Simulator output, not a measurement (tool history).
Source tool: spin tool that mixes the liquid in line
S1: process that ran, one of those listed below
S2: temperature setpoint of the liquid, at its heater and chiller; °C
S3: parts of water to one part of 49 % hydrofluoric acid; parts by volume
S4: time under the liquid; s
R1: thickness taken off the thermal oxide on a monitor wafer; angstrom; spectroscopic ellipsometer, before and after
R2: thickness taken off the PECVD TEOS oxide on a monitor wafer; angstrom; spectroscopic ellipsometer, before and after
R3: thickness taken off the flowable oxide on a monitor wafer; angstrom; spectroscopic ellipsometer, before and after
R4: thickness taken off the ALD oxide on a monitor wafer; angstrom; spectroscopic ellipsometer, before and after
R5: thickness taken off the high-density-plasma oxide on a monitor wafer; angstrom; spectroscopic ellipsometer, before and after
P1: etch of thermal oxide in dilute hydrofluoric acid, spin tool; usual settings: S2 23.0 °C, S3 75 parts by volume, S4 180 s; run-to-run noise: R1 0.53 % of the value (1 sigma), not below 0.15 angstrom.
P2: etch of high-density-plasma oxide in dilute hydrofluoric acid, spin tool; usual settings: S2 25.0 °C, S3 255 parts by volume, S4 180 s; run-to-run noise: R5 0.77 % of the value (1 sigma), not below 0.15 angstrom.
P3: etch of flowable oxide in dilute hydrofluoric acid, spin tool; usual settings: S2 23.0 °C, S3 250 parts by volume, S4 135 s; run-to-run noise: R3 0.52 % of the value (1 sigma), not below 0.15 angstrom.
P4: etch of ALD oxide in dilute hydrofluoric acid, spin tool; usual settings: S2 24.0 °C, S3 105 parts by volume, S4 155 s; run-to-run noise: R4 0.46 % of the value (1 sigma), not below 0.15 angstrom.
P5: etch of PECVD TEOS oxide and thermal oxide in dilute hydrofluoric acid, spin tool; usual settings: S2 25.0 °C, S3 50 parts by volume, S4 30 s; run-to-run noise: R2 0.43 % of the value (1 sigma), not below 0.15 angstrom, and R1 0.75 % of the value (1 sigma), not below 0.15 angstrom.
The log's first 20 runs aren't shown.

| run | day | S1 | S2 | S3 | S4 | R1 | R2 | R3 | R4 | R5 |
|---|---|---|---|---|---|---|---|---|---|---|
| 21 | 10.696 | P3 | 31.0 | 250 | 135 |  |  | 127.030 |  |  |
| 22 | 11.079 | P4 | 24.0 | 105 | 155 |  |  |  | 233.83 |  |
| 23 | 11.521 | P1 | 30.5 | 75 | 180 | 151.3900 |  |  |  |  |
| 24 | 12.117 | P1 | 23.0 | 75 | 180 | 112.1700 |  |  |  |  |
| 25 | 12.742 | P1 | 23.0 | 75 | 180 | 112.2700 |  |  |  |  |
| 26 | 13.100 | P1 | 23.0 | 75 | 180 | 112.0600 |  |  |  |  |
| 27 | 13.675 | P1 | 17.0 | 75 | 180 | 87.3670 |  |  |  |  |
| 28 | 14.196 | P1 | 23.0 | 75 | 15 | 9.3372 |  |  |  |  |
| 29 | 14.629 | P5 | 25.0 | 50 | 60 | 67.2730 | 312.160 |  |  |  |
| 30 | 15.121 | P2 | 25.0 | 255 | 180 |  |  |  |  | 30.902 |
| 31 | 15.838 | P1 | 23.0 | 75 | 180 | 113.1600 |  |  |  |  |
| 32 | 16.362 | P1 | 23.0 | 75 | 180 | 115.6000 |  |  |  |  |
| 33 | 16.788 | P1 | 23.0 | 75 | 180 | 117.9600 |  |  |  |  |
| 34 | 17.196 | P1 | 23.0 | 75 | 180 | 117.3500 |  |  |  |  |

Predict the results of run 35:
| 35 | 17.675 | P1 | 23.0 | 75 | 180 | ? |  |  |  |  |

Run 35 came out at R1 118.5700 angstrom.

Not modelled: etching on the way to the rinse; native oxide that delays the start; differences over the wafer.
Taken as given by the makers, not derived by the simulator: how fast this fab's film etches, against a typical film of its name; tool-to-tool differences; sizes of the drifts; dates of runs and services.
